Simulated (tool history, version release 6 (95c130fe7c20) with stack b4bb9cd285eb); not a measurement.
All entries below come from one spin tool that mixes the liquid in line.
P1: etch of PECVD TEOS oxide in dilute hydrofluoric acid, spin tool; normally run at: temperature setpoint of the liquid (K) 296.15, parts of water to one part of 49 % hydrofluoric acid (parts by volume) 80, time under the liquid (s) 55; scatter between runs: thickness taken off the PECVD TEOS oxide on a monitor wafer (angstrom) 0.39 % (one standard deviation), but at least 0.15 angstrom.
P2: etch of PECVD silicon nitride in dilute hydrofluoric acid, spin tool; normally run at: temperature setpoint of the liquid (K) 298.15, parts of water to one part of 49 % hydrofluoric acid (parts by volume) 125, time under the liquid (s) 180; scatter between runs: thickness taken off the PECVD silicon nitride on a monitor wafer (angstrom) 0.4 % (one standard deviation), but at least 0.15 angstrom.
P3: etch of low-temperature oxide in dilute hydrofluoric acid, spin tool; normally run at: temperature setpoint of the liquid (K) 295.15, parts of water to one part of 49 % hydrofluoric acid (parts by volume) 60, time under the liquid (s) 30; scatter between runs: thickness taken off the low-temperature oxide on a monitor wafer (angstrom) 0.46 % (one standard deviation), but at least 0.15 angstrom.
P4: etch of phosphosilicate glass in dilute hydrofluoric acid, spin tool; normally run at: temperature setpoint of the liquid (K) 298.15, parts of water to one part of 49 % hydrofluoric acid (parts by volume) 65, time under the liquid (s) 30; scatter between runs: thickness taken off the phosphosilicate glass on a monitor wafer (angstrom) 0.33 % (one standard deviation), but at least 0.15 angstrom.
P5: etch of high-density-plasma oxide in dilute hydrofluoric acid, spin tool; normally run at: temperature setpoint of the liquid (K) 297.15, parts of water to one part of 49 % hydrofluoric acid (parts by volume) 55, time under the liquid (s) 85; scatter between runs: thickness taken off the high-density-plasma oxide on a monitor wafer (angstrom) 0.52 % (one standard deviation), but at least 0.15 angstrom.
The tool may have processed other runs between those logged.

run,day,process that ran,temperature setpoint of the liquid (K),parts of water to one part of 49 % hydrofluoric acid (parts by volume),time under the liquid (s),hours since the thermometer was replaced,hours since the hydrofluoric acid flow meter was replaced,thickness taken off the PECVD TEOS oxide on a monitor wafer (angstrom),thickness taken off the phosphosilicate glass on a monitor wafer (angstrom),thickness taken off the low-temperature oxide on a monitor wafer (angstrom),thickness taken off the high-density-plasma oxide on a monitor wafer (angstrom),thickness taken off the PECVD silicon nitride on a monitor wafer (angstrom)
1,0.167,P1,296.15,80,55,858.3,420,154.82,,,,
2,0.521,P1,296.15,80,55,866.8,428.5,154.65,,,,
3,0.883,P4,298.15,40,30,875.5,437.2,,1267.9,,,
4,1.05,P3,295.15,95,30,879.5,441.2,,,71.718,,
5,1.292,P5,297.15,20,85,885.3,447,,,,316.56,
6,1.646,P1,290.15,80,55,893.8,455.5,120.84,,,,
7,1.871,P4,298.15,65,55,899.2,460.9,,1380.6,,,
8,2.046,P2,298.15,125,15,903.4,465.1,,,,,4.3858
9,2.254,P5,290.15,55,85,908.4,470.1,,,,81.526,
10,2.471,P2,298.15,125,180,913.6,475.3,,,,,50.857
11,2.746,P5,297.15,55,85,920.2,481.9,,,,108.32,
12,3.117,P1,296.15,35,95,929.1,490.8,648.66,,,,
13,3.392,P1,296.15,80,55,935.7,497.4,155.33,,,,
14,3.596,P2,291.65,125,180,940.6,502.3,,,,,32.961
15,3.808,P3,303.15,60,30,945.7,507.4,,,162.55,,
16,4.046,P1,296.15,80,55,951.4,513.1,155.4,,,,
17,4.421,P1,296.15,145,55,960.4,522.1,79.118,,,,
18,4.667,P1,296.15,80,55,966.3,528,155.31,,,,
19,4.833,P1,296.15,55,80,970.3,532,336.92,,,,
20,5.108,P1,296.15,80,85,976.9,538.6,241.51,,,,
21,5.279,P2,298.15,220,180,981,542.7,,,,,29.015
22,5.542,P3,295.15,60,30,987.3,549,,,117.65,,
23,5.746,P3,295.15,60,15,992.2,553.9,,,58.261,,
24,6.075,P4,298.15,65,30,1000.1,561.8,,755.92,,,

Expected results for the next run?
25,6.429,P4,290.15,65,30,1008.6,570.3,,?,,,

{"run 25": {"thickness taken off the phosphosilicate glass on a monitor wafer (angstrom)": 541.82}}

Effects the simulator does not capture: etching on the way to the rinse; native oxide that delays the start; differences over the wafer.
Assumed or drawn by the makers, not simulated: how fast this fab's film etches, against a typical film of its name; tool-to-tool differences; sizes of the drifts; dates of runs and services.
